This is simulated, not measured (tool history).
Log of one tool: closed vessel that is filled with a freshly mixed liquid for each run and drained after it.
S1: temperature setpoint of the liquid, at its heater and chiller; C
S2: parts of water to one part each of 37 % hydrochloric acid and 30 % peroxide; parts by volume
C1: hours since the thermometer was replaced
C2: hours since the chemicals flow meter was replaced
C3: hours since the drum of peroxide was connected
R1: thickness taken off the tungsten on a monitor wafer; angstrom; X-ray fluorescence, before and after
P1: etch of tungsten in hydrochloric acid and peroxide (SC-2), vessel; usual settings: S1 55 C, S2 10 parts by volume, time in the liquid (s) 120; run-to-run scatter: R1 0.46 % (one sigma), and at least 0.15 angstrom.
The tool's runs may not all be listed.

{"run": 1, "hour": 14.5, "S1": 55, "S2": 10, "time in the liquid (s)": 120, "C1": 747.9, "C2": 469.6, "C3": 560.4, "R1": 492.64}
{"run": 2, "hour": 32.3, "S1": 55, "S2": 10, "time in the liquid (s)": 120, "C1": 765.7, "C2": 487.4, "C3": 578.2, "R1": 496.6}
{"run": 3, "hour": 43.3, "S1": 55, "S2": 17.5, "time in the liquid (s)": 120, "C1": 776.7, "C2": 498.4, "C3": 589.2, "R1": 304.57}
{"run": 4, "hour": 52.1, "S1": 55, "S2": 4, "time in the liquid (s)": 120, "C1": 785.5, "C2": 507.2, "C3": 598, "R1": 989.89}
{"run": 5, "hour": 66.8, "S1": 55, "S2": 10, "time in the liquid (s)": 120, "C1": 800.2, "C2": 521.9, "C3": 612.7, "R1": 495.69}
{"run": 6, "hour": 79.5, "S1": 55, "S2": 10, "time in the liquid (s)": 120, "C1": 812.9, "C2": 534.6, "C3": 625.4, "R1": 495.2}
{"run": 7, "hour": 93.6, "S1": 40, "S2": 10, "time in the liquid (s)": 120, "C1": 827, "C2": 548.7, "C3": 639.5, "R1": 178.61}
{"run": 8, "hour": 111.6, "S1": 68, "S2": 10, "time in the liquid (s)": 120, "C1": 845, "C2": 566.7, "C3": 657.5, "R1": 1108.5}
{"run": 9, "hour": 128.3, "S1": 55, "S2": 10, "time in the liquid (s)": 40, "C1": 861.7, "C2": 583.4, "C3": 674.2, "R1": 164.55}
{"run": 10, "hour": 144.3, "S1": 55, "S2": 10, "time in the liquid (s)": 120, "C1": 877.7, "C2": 599.4, "C3": 690.2, "R1": 489.99}
{"run": 11, "hour": 158.4, "S1": 55, "S2": 10, "time in the liquid (s)": 120, "C1": 891.8, "C2": 613.5, "C3": 704.3, "R1": 489.23}
{"run": 12, "hour": 174.1, "S1": 66, "S2": 10, "time in the liquid (s)": 30, "C1": 907.5, "C2": 629.2, "C3": 720, "R1": 246.11}
{"run": 13, "hour": 183.7, "S1": 55, "S2": 10, "time in the liquid (s)": 225, "C1": 917.1, "C2": 638.8, "C3": 729.6, "R1": 926.61}
{"run": 14, "hour": 202.1, "S1": 55, "S2": 10, "time in the liquid (s)": 120, "C1": 935.5, "C2": 657.2, "C3": 748, "R1": 495.78}
{"run": 15, "hour": 220.1, "S1": 55, "S2": 10, "time in the liquid (s)": 120, "C1": 953.5, "C2": 675.2, "C3": 766, "R1": 515.29}
{"run": 16, "hour": 232.9, "S1": 55, "S2": 10, "time in the liquid (s)": 120, "C1": 966.3, "C2": 688, "C3": 778.8, "R1": 523.57}
{"run": 17, "hour": 243.6, "S1": 55, "S2": 10, "time in the liquid (s)": 120, "C1": 977, "C2": 698.7, "C3": 789.5, "R1": 530.1}
{"run": 18, "hour": 260.1, "S1": 55, "S2": 10, "time in the liquid (s)": 120, "C1": 993.5, "C2": 715.2, "C3": 806, "R1": 530.77}
{"run": 19, "hour": 270.1, "S1": 55, "S2": 10, "time in the liquid (s)": 120, "C1": 1003.5, "C2": 725.2, "C3": 816, "R1": 529.13}
{"run": 20, "hour": 285.1, "S1": 55, "S2": 10, "time in the liquid (s)": 120, "C1": 1018.5, "C2": 740.2, "C3": 831, "R1": 532.71}

What P1 gives has crept away from where it was. These 2 causes fit the log equally well, each at the size given:
A: chemicals flow above the setpoint (%) = 9.7
B: liquid hotter than its thermometer reads (K) = 1.19
The creep began at about hour 202.1.
Why every other cause is out:
peroxide weaker than its label (%): at most 8, which would move R1 by -7.4 %: too little, or the wrong way

4 check runs are offered, each on 3 wafers whose results are averaged, their results left as question marks. Which one tells the causes apart?
{"run": "check 1", "hour": 300.1, "S1": 42, "S2": 4, "time in the liquid (s)": 120, "R1": "?"}
{"run": "check 2", "hour": 300.1, "S1": 55, "S2": 17.5, "time in the liquid (s)": 200, "R1": "?"}
{"run": "check 3", "hour": 300.1, "S1": 55, "S2": 17.5, "time in the liquid (s)": 50, "R1": "?"}
{"run": "check 4", "hour": 300.1, "S1": 47, "S2": 10, "time in the liquid (s)": 180, "R1": "?"}

What each check would give under each cause:
check=check_1 result=R1 if_A=436.91 if_B=446.76
check=check_2 result=R1 if_A=549.49 if_B=546.21
check=check_3 result=R1 if_A=137.37 if_B=136.55
check=check_4 result=R1 if_A=470.03 if_B=471.92
How far apart the two closest causes lie, in the result that separates them most: check 1 2.23 %; check 2 0.6 %; check 3 0.6 %; check 4 0.4 %
Check 1 tells the causes apart: in the others they would give nearly the same result.

Check 1 was then run and gave: R1 436.83 angstrom. Which cause is it?

It is A: chemicals flow above the setpoint (%).
